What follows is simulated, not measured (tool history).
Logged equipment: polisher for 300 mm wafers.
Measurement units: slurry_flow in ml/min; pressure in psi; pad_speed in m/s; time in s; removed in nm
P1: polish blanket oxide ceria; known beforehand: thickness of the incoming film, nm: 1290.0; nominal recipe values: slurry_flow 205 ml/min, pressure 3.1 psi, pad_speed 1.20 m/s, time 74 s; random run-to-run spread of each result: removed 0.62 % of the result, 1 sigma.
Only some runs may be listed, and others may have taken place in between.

run	hour	slurry_flow	pressure	pad_speed	time	removed
1	6.5	205	3.1	1.20	74	464.64
2	11.0	205	3.1	1.20	74	467.62
3	17.6	290	3.1	1.20	74	486.68
4	21.6	205	3.1	0.62	74	244.30
5	28.7	205	4.8	1.20	74	716.70
6	33.9	205	3.1	1.20	74	465.74
# hour 39.1: worn pad replaced by a new one
7	41.1	205	3.1	1.20	100	629.22
8	48.0	125	3.1	1.20	74	427.64
9	55.6	205	3.1	1.78	74	685.73
10	62.5	205	3.1	1.20	74	465.32
11	69.5	205	1.4	1.20	74	208.77
12	74.2	205	3.1	1.20	36	229.81
13	80.0	205	4.7	0.92	74	541.97
14	86.1	205	3.1	1.20	74	467.04
15	92.3	205	3.1	1.20	74	458.35
16	95.7	205	3.1	1.20	74	452.30
17	102.2	205	3.1	1.20	74	452.69
# hour 104.3: worn pad replaced by a new one
18	107.2	205	3.1	1.20	74	444.75
19	112.3	205	3.1	1.20	74	442.01
20	117.4	205	3.1	1.20	74	440.03
21	122.5	205	3.1	1.20	74	441.96
22	127.4	205	3.1	1.20	74	437.92
23	133.2	205	3.1	1.20	74	443.36

What P1 gives has crept off from where it sat before. The 2 causes that follow fit the log equally well, each at the size noted:
A: head's pressure below its setpoint, % = 5.94
B: slurry flow missing at the pad, % = 32.7
Onset of the creep was near hour 86.1.
What rules out each remaining cause:
removal rate lost through wear of the pad, %: work on it at hour 104.3, done after the drift set in, did not restore what the process gave before

Consider the 4 check runs below, whose results appear as question marks and each of which averages 2 wafers. Which one distinguishes the causes, in that each cause would give it a clearly different result?
check 1	139.0	125	3.1	1.20	74	?
check 2	139.0	205	1.4	1.20	74	?
check 3	139.0	205	3.1	1.68	40	?
check 4	139.0	205	4.7	1.20	74	?

What every check run would give for each of its results, assuming each possible cause in turn:
check	result	if A	if B
check 1	removed	404.34	390.54
check 2	removed	197.88	197.88
check 3	removed	331.58	331.58
check 4	removed	664.30	664.30
Per-check spread between the two closest causes, in the result where they differ most: check 1 3.47 %; check 2 0 %; check 3 0 %; check 4 0 %
Only in check 1 would the causes give clearly different results; in the remaining checks their results would be nearly the same.

After running check 1, the following was obtained: removed 392.25 nm. Which cause does this point to?

B is the cause: slurry flow missing at the pad, %.

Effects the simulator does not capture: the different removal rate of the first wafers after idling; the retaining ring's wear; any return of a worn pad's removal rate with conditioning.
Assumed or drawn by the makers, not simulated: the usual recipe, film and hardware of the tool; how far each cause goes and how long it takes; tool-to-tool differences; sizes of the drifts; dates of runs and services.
